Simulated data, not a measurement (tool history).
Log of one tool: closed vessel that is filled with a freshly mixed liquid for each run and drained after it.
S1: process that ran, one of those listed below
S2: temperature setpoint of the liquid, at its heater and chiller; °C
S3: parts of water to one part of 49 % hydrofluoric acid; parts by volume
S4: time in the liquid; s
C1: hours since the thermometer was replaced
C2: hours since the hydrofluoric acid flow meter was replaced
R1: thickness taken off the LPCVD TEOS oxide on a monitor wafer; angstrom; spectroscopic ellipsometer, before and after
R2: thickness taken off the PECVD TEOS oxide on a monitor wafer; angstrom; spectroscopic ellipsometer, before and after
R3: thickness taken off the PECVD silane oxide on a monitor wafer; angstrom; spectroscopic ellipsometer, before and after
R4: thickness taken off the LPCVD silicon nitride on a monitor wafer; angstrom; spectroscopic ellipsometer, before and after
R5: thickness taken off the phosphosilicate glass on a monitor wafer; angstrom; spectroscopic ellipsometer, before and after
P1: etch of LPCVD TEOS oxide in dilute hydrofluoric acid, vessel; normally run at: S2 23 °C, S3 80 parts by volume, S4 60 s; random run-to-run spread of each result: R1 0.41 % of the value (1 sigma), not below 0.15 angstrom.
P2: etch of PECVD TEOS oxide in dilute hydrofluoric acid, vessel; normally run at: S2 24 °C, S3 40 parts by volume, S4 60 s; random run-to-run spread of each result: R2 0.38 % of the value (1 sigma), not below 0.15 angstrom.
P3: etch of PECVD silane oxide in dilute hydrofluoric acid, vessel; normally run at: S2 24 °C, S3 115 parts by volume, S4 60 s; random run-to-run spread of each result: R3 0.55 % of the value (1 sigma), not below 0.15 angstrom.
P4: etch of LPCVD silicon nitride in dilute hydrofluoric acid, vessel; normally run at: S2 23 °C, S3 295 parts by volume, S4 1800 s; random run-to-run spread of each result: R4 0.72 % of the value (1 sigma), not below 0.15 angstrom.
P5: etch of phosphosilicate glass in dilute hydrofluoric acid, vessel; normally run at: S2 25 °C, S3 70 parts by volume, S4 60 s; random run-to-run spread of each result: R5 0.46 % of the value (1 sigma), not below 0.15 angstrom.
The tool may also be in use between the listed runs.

run,hour,S1,S2,S3,S4,C1,C2,R1,R2,R3,R4,R5
1,8.6,P1,23,80,60,513.7,953.4,180.7,,,,
2,13.4,P2,24,65,60,518.5,958.2,,192.37,,,
3,20.3,P1,23,80,60,525.4,965.1,181.23,,,,
4,29.1,P2,24,40,30,534.2,973.9,,162.39,,,
5,34.1,P2,24,40,60,539.2,978.9,,326.21,,,
6,39.4,P1,23,80,30,544.5,984.2,90.153,,,,
7,46.2,P3,24,115,60,551.3,991,,,168.28,,
8,54.4,P3,17,115,60,559.5,999.2,,,126.63,,
9,59.7,P4,23,295,1800,564.8,1004.5,,,,29.949,
10,65,P1,19,25,60,570.1,1009.8,520.89,,,,
11,69.4,P1,18.5,80,60,574.5,1014.2,150.07,,,,
12,76.2,P1,23,140,60,581.3,1021,95.581,,,,
13,82.4,P1,23,80,110,587.5,1027.2,327.27,,,,
14,88.8,P1,23,80,60,593.9,1033.6,179.05,,,,
15,93.6,P4,23,295,320,598.7,1038.4,,,,5.4522,
16,101.5,P5,25,70,60,606.6,1046.3,,,,,697.73
17,106.5,P5,25,70,60,611.6,1051.3,,,,,700.05
18,112.5,P5,19.5,70,60,617.6,1057.3,,,,,554.76
19,119.4,P1,23,30,60,624.5,1064.2,513.4,,,,
20,124.4,P2,24,40,60,629.5,1069.2,,325.64,,,
21,128.7,P1,29,80,30,633.8,1073.5,113.98,,,,
22,136.8,P4,27,295,1800,641.9,1081.6,,,,38.15,
23,145.6,P2,17,40,60,650.7,1090.4,,240.82,,,
24,151.9,P4,23,130,1800,657,1096.7,,,,66.707,
25,159.6,P4,23,295,1800,664.7,1104.4,,,,29.943,
26,167.7,P1,28.5,80,60,672.8,1112.5,224.09,,,,
27,176.4,P1,23,110,30,681.5,1121.2,62.983,,,,
28,182.1,P3,24,115,30,687.2,1126.9,,,83.47,,

Run 29 is up next; what results do you expect?
29,186.9,P3,24,55,60,692,1131.7,,,?,,

Run 29 produced R3 375.84 angstrom.

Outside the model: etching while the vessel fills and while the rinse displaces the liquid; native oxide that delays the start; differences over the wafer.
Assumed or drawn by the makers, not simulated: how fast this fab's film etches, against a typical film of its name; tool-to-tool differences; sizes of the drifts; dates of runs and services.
